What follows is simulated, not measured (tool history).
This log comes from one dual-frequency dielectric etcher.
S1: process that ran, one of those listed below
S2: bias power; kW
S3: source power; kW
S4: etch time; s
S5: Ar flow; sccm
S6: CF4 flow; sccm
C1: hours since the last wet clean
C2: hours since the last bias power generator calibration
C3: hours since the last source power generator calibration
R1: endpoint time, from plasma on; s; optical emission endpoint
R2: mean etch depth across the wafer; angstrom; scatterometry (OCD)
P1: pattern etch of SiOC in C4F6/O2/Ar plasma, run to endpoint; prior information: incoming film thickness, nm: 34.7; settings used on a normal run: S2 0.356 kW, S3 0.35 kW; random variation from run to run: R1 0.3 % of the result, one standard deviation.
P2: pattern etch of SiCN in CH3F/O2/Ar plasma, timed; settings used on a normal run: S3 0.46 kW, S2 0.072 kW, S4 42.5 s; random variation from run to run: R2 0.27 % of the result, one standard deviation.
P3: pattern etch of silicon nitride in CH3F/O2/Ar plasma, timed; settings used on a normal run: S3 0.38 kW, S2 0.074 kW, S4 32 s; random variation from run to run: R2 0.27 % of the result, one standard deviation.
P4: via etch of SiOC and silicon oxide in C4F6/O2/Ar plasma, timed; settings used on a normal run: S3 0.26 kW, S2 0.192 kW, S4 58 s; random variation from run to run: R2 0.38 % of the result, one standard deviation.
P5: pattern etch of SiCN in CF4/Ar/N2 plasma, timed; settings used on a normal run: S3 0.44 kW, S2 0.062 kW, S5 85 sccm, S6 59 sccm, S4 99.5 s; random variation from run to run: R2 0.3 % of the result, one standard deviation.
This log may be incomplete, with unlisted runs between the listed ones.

run   hour  S1     S2    S3    S4  S5  S6     C1      C2      C3      R1      R2
  1   10.2  P1  0.356  0.35                  160     854  2447.6  13.905
  2   16.5  P1  0.255  0.35                166.3   860.3  2453.9  15.522
  3   24.3  P2  0.072  0.62  42.5          174.1   868.1  2461.7          191.08
  4   33.7  P2  0.097  0.46  42.5          183.5   877.5  2471.1          189.66
      33.8  -- source power generator calibrated
  5   41.9  P5  0.062  0.44  99.5  85  35  191.7   885.7     8.2          721.78
  6   48.9  P2  0.072  0.46  42.5          198.7   892.7    15.2          170.43
  7   59.8  P1  0.356  0.46                209.6   903.6    26.1  12.563
  8   68.1  P4  0.192  0.26    85          217.9   911.9    34.4          823.82
  9   73.7  P4  0.145  0.26    58          223.5   917.5      40          509.14
 10   81.3  P5  0.062  0.52  99.5  85  59  231.1   925.1    47.6          918.33
 11     92  P1  0.493  0.49                241.8   935.8    58.3  10.881
 12  100.8  P1  0.356  0.35                250.6   944.6    67.1  13.816
 13  109.3  P1  0.469  0.46                259.1   953.1    75.6  11.304
 14  118.1  P5  0.062  0.44  99.5  85  59  267.9   961.9    84.4          792.51
 15  126.2  P1  0.279  0.22                  276     970    92.5  17.991
 16    135  P3  0.074  0.21    32          284.8   978.8   101.3          174.92
 17  143.1  P3  0.049  0.38    32          292.9   986.9   109.4          191.74
 18  153.6  P5  0.082  0.44  99.5  85  59  303.4   997.4   119.9          873.22
 19  163.6  P5  0.062  0.44  99.5  56  59  313.4  1007.4   129.9          841.32
 20  174.2  P3  0.074  0.38    20            324    1018   140.5          136.42
 21  184.6  P4  0.192   0.2    58          334.4  1028.4   150.9          510.33
 22    190  P4  0.192  0.26    58          339.8  1033.8   156.3          555.88
 23  196.1  P3  0.074  0.38    32          345.9  1039.9   162.4          218.42
 24  206.7  P2  0.072  0.46  42.5          356.5  1050.5     173          169.88
 25  216.3  P1  0.356  0.35                366.1  1060.1   182.6  13.893
 26  224.3  P1  0.356   0.2                374.1  1068.1   190.6  17.067
 27  232.7  P1   0.46  0.35                382.5  1076.5     199  12.659
 28  239.4  P5  0.062  0.44   146  85  59  389.2  1083.2   205.7          1159.6
 29  249.4  P4  0.192  0.26    58          399.2  1093.2   215.7          561.89
 30    259  P1  0.356  0.35                408.8  1102.8   225.3  13.808
 31  266.2  P2  0.072  0.46  27.5            416    1110   232.5          109.82
 32    276  P1  0.356  0.35                425.8  1119.8   242.3  13.881
 33  281.8  P1  0.356  0.35                431.6  1125.6   248.1  13.849
 34    290  P1  0.356  0.35                439.8  1133.8   256.3  13.933
 35  298.3  P1  0.356  0.35                448.1  1142.1   264.6  13.977

Estimate the outcome of run 36 from the log above:
 36  305.9  P1  0.356  0.35              455.7  1149.7  272.2   ?

{"run 36": {"R1": 13.938}}

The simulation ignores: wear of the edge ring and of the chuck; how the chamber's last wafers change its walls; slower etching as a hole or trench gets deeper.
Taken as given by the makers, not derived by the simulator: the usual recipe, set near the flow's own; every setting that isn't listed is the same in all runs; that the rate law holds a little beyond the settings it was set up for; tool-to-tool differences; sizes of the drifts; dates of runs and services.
